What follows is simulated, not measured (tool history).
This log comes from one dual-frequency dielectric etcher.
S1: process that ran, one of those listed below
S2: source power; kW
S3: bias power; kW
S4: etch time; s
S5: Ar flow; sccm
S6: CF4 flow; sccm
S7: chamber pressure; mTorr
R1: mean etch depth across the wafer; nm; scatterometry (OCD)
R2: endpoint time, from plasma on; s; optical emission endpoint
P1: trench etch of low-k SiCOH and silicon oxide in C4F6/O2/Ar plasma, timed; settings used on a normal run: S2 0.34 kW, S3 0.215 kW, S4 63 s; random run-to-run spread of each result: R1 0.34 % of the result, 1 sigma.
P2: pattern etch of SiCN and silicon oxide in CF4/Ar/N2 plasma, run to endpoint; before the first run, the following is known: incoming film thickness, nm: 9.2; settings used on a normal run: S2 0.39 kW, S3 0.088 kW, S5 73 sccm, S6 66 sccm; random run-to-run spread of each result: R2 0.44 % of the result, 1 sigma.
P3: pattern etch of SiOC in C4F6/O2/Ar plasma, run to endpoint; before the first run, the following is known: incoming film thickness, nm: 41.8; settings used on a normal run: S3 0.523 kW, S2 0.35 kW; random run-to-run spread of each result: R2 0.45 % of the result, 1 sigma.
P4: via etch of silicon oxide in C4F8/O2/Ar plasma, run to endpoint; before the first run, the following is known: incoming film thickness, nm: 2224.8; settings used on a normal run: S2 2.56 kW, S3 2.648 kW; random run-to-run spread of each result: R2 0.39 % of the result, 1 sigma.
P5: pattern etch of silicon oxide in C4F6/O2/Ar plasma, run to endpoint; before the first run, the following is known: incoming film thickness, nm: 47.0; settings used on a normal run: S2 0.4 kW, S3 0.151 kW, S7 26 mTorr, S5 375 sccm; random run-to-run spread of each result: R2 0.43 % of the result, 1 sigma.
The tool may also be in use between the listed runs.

run   hour  S1    S2     S3    S4   S5  S6  S7      R1      R2
  1    3.3  P1  0.34  0.215    63               200.53
  2    7.8  P2  0.39  0.088         92  66              11.296
  3   12.1  P5   0.4  0.089        375      26          18.691
  4   15.9  P1  0.34  0.299    63                225.9
  5   20.3  P1  0.34  0.215    63                201.1
  6   25.3  P1  0.34  0.215  34.5               110.27
  7   28.8  P1  0.23  0.142    63               151.09
  8   32.4  P5   0.4  0.151        375      26          16.111
  9   37.8  P4  2.56  3.581                             340.18
 10     42  P2  0.49  0.088         73  66              8.9245
 11   45.3  P1  0.41  0.257    63               229.52
 12   50.2  P4  2.56  2.648                             373.44
 13   54.1  P1  0.34  0.215    63               200.33
 14   57.3  P1  0.26  0.282    63               198.72
 15   59.7  P5   0.4  0.151        375      34          16.663
 16     65  P4  2.56  2.648                             372.86
 17   68.5  P5  0.56  0.151        375      26          14.087
 18   71.7  P2  0.39  0.088         73  66              10.871
        74  -- bias power generator calibrated
 19   76.5  P1  0.34  0.215    63               199.47
 20   81.9  P1  0.34  0.215    63               201.34
 21   84.8  P2  0.39  0.088         73  91              10.538
 22   88.1  P1  0.34  0.215    63               200.52
 23     93  P3  0.35  0.307                             17.304
 24   98.1  P1  0.34  0.215    78               247.81
 25  101.1  P4  1.62  2.648                             443.95
 26  106.1  P2  0.39  0.112         73  66              9.9929
 27  111.1  P5   0.4  0.151        246      26          15.313
 28  113.5  P1  0.34  0.175    63               187.79
 29  116.9  P2  0.39  0.088         73  66              10.955
 30  121.3  P1  0.42  0.215    63               218.74
 31  125.1  P3  0.35  0.523                             14.306
 32  130.1  P3  0.23  0.523                             16.526
 33  133.7  P1  0.26  0.215    63               180.91
 34  136.1  P1  0.34  0.215    63               202.08
 35  138.8  P1  0.34  0.215    63               200.13
 36  141.4  P1  0.34  0.215    63               199.06
 37  144.1  P1  0.34  0.215    63               198.65

Forecast run 38:
     147.4  -- wet clean of the chamber
 38  147.8  P1  0.34  0.215  63               ?

{"run 38": {"R1": 198.23}}

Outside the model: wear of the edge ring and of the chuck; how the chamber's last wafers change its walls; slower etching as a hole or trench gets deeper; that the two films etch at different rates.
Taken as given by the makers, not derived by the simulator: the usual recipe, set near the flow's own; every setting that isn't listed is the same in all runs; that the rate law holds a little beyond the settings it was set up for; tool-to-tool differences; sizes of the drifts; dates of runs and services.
